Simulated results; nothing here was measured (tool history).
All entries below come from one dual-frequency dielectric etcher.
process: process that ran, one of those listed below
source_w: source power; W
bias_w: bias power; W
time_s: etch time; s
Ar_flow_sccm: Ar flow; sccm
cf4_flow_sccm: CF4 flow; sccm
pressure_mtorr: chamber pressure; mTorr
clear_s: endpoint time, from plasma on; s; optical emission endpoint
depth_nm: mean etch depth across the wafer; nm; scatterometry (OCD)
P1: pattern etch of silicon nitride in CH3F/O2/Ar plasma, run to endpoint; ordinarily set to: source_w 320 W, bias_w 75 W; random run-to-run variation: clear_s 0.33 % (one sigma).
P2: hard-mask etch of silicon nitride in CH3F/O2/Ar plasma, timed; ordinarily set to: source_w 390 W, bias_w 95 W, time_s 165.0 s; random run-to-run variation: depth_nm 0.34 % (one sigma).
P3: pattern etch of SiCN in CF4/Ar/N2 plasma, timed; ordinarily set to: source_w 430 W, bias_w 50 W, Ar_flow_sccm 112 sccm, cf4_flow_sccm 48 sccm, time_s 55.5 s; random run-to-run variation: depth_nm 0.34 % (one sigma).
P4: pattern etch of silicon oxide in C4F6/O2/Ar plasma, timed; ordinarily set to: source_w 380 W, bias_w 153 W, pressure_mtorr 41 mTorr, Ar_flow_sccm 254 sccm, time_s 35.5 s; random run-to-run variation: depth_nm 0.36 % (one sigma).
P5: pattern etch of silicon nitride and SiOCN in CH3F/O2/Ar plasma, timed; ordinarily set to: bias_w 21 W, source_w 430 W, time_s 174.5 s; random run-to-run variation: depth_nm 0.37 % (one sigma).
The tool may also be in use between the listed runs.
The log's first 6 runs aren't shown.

run,hour,process,source_w,bias_w,time_s,Ar_flow_sccm,cf4_flow_sccm,pressure_mtorr,hours since the last wet clean,hours since the last source power generator calibration,hours since the last bias power generator calibration,clear_s,depth_nm
7,45.9,P2,390,95,165.0,,,,115.3,829.9,1134.3,,121.920
8,52.9,P5,430,21,128.0,,,,122.3,836.9,1141.3,,17.344
9,56.9,P1,320,75,,,,,126.3,840.9,1145.3,36.840,
10,64.3,P4,380,153,35.5,254,,41,133.7,848.3,1152.7,,100.630
11,72.0,P1,320,75,,,,,141.4,856.0,1160.4,36.834,
12,76.6,P4,380,153,35.5,168,,41,146.0,860.6,1165.0,,105.630
13,84.3,P4,380,153,35.5,254,,41,153.7,868.3,1172.7,,100.510
14,89.7,P3,430,31,55.5,112,48,,159.1,873.7,1178.1,,30.750
15,95.5,P4,380,153,21.5,254,,41,164.9,879.5,1183.9,,60.792
16,103.5,P2,240,95,165.0,,,,172.9,887.5,1191.9,,102.280
17,107.7,P5,430,21,174.5,,,,177.1,891.7,1196.1,,23.668
18,115.1,P1,440,75,,,,,184.5,899.1,1203.5,32.729,
19,122.9,P5,430,15,174.5,,,,192.3,906.9,1211.3,,20.594
20,129.9,P3,430,50,55.5,134,48,,199.3,913.9,1218.3,,34.826
21,134.1,P2,390,95,165.0,,,,203.5,918.1,1222.5,,123.440
22,139.6,P1,320,99,,,,,209.0,923.6,1228.0,33.177,
23,145.2,P5,430,21,174.5,,,,214.6,929.2,1233.6,,23.666
24,150.7,P4,380,114,35.5,254,,41,220.1,934.7,1239.1,,92.215
25,158.6,P3,430,50,55.5,112,48,,228.0,942.6,1247.0,,35.986
26,167.3,P3,430,50,55.5,112,66,,236.7,951.3,1255.7,,38.386
27,171.9,P1,260,75,,,,,241.3,955.9,1260.3,39.907,
28,179.8,P4,380,153,35.5,254,,25,249.2,963.8,1268.2,,107.030
29,184.8,P1,320,75,,,,,254.2,968.8,1273.2,36.843,
30,190.5,P1,320,51,,,,,259.9,974.5,1278.9,41.949,

Run 31 is up next; what results do you expect?
# hour 198.6: wet clean of the chamber
31,199.1,P1,320,75,,,,,0.5,983.1,1287.5,?,

Run 31 gave clear_s 36.923 s.
